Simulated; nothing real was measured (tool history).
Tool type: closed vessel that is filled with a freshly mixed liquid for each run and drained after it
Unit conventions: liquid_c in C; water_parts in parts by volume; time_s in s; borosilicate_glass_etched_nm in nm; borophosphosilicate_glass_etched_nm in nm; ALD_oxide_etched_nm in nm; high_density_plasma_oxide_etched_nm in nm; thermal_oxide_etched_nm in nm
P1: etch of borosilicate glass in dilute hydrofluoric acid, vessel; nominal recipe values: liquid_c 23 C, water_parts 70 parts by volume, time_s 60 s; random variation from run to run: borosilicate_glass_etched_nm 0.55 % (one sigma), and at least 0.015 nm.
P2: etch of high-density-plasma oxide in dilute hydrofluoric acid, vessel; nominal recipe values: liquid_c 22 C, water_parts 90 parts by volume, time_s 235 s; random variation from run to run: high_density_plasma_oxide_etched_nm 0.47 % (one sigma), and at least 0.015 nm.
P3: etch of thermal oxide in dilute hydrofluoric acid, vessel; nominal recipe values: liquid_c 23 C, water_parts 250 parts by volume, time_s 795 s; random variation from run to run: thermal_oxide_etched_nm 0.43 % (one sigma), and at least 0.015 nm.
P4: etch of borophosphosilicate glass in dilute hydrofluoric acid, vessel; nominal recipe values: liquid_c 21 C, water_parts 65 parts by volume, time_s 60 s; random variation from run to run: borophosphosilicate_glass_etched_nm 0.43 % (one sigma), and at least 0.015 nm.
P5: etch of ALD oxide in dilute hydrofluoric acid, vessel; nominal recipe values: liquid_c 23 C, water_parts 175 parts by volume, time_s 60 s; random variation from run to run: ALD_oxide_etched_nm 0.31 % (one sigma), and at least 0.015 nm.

run   hour  process  liquid_c  water_parts  time_s  hours since the thermometer was replaced  hours since the hydrofluoric acid flow meter was replaced  borosilicate_glass_etched_nm  borophosphosilicate_glass_etched_nm  ALD_oxide_etched_nm  high_density_plasma_oxide_etched_nm  thermal_oxide_etched_nm
  1    4.1       P1        23           70      60                                     547.4                                                      826.7                        31.295
  2    8.3       P1        23           20      60                                     551.6                                                      830.9                        116.82
  3     12       P1        23           70     110                                     555.3                                                      834.6                        56.598
  4   15.2       P1        23          125      90                                     558.5                                                      837.8                        24.171
      16.1  -- hydrofluoric acid flow meter replaced
  5   20.1       P4        21           65      30                                     563.4                                                        4.1                                                             14.662
  6   24.2       P5        23          175      30                                     567.5                                                        8.2                                                                                  4.8312
  7   28.1       P2        22           90     430                                     571.4                                                       12.1                                                                                                                       25.613
  8   32.2       P1        23           70      60                                     575.5                                                       16.2                        31.317
  9     37       P4        21           65      60                                     580.3                                                         21                                                             29.211
 10   40.3       P2        22           90     235                                     583.6                                                       24.3                                                                                                                        13.84
 11   44.4       P1        23           70      60                                     587.7                                                       28.4                        31.186
 12   48.5       P2        22          150     235                                     591.8                                                       32.5                                                                                                                       7.7748
 13   52.4       P1        23          105      60                                     595.7                                                       36.4                        19.857
 14     56       P2        17           90     235                                     599.3                                                         40                                                                                                                       11.333
 15   59.1       P3        23          250     795                                     602.4                                                       43.1                                                                                                                                                12.511
 16   63.4       P5        23           25      60                                     606.7                                                       47.4                                                                                  80.415
 17   67.6       P1        23           70      30                                     610.9                                                       51.6                        15.625
 18   71.4       P1        23           70      60                                     614.7                                                       55.4                        30.994
 19   74.8       P1        26           45      60                                     618.1                                                       58.8                        56.105
 20   80.5       P1      30.5           70      60                                     623.8                                                       64.5                        42.122
 21   83.9       P5        17          175      60                                     627.2                                                       67.9                                                                                  7.5912
 22   86.7       P1        17           70      60                                       630                                                       70.7                        24.288
 23   89.6       P3        23          395     795                                     632.9                                                       73.6                                                                                                                                                6.8951
 24   93.7       P2        22           90     235                                       637                                                       77.7                                                                                                                        13.95
 25   96.8       P3        23          250    1565                                     640.1                                                       80.8                                                                                                                                                24.526
 26   99.6       P4      28.5           65      60                                     642.9                                                       83.6                                                             39.364
 27  102.9       P3      27.5          250     795                                     646.2                                                       86.9                                                                                                                                                14.637
 28    108       P5        23          175      60                                     651.3                                                         92                                                                                   9.612
 29    111       P4        21           20      60                                     654.3                                                         95                                                             99.869
 30  115.3       P1      29.5           20      60                                     658.6                                                       99.3                        150.06
 31  120.9       P1        23           70      60                                     664.2                                                      104.9                        30.893
 32  124.1       P1        23           70      60                                     667.4                                                      108.1                        31.033
 33  128.9       P1        23           70      60                                     672.2                                                      112.9                        30.112
 34  131.9       P1        23           70      60                                     675.2                                                      115.9                        29.578
 35  136.4       P1        23           70      60                                     679.7                                                      120.4                        29.277
 36  140.3       P1        23           70      60                                     683.6                                                      124.3                        28.894
 37  144.5       P1        23           70      60                                     687.8                                                      128.5                        29.257
 38  148.4       P1        23           70      60                                     691.7                                                      132.4                        28.702
 39  154.4       P1        23           70      60                                     697.7                                                      138.4                        28.743
 40  160.4       P1        23           70      60                                     703.7                                                      144.4                        28.554
 41  163.4       P1        23           70      60                                     706.7                                                      147.4                        28.645
 42  166.1       P1        23           70      60                                     709.4                                                      150.1                        28.671

P1 no longer gives what it gave before; its output has crept away from where it was. The following 2 causes, each at its listed size, fit the log equally well:
A: liquid colder than its thermometer reads (K) = 2.01
B: hydrofluoric acid flow below the setpoint (%) = 7.29
The gradual shift began around hour 124.1.

Each of the check runs listed below is run on 2 wafers and reports their average, with the results left as question marks. Pick the one under which the possible causes would lead to clearly different results.
check 1  168.8       P3        23          350    1170                                                                                                                                                                                                                                                          ?
check 2  168.8       P2        22          140     235                                                                                                                                                                                                                                 ?
check 3  168.8       P5        23           40      60                                                                                                                                                                                            ?
check 4  168.8       P4        28           65      60                                                                                                                                                                       ?

How each check would come out, cause by cause:
  check                               result    if A    if B
check 1              thermal_oxide_etched_nm  11.136  10.798
check 2  high_density_plasma_oxide_etched_nm  7.7893  7.7266
check 3                  ALD_oxide_etched_nm  45.411  45.628
check 4  borophosphosilicate_glass_etched_nm  35.656  35.542
Smallest distance between any two causes, each pair judged by its most separating result, in per cent: check 1 3.09 %; check 2 0.81 %; check 3 0.48 %; check 4 0.32 %
Only check 1 tells the causes apart: in the others they would give nearly the same result.

Then check 1 was run and gave: thermal_oxide_etched_nm 11.097 nm. Which cause is it?

The correct cause is A, namely: liquid colder than its thermometer reads (K).
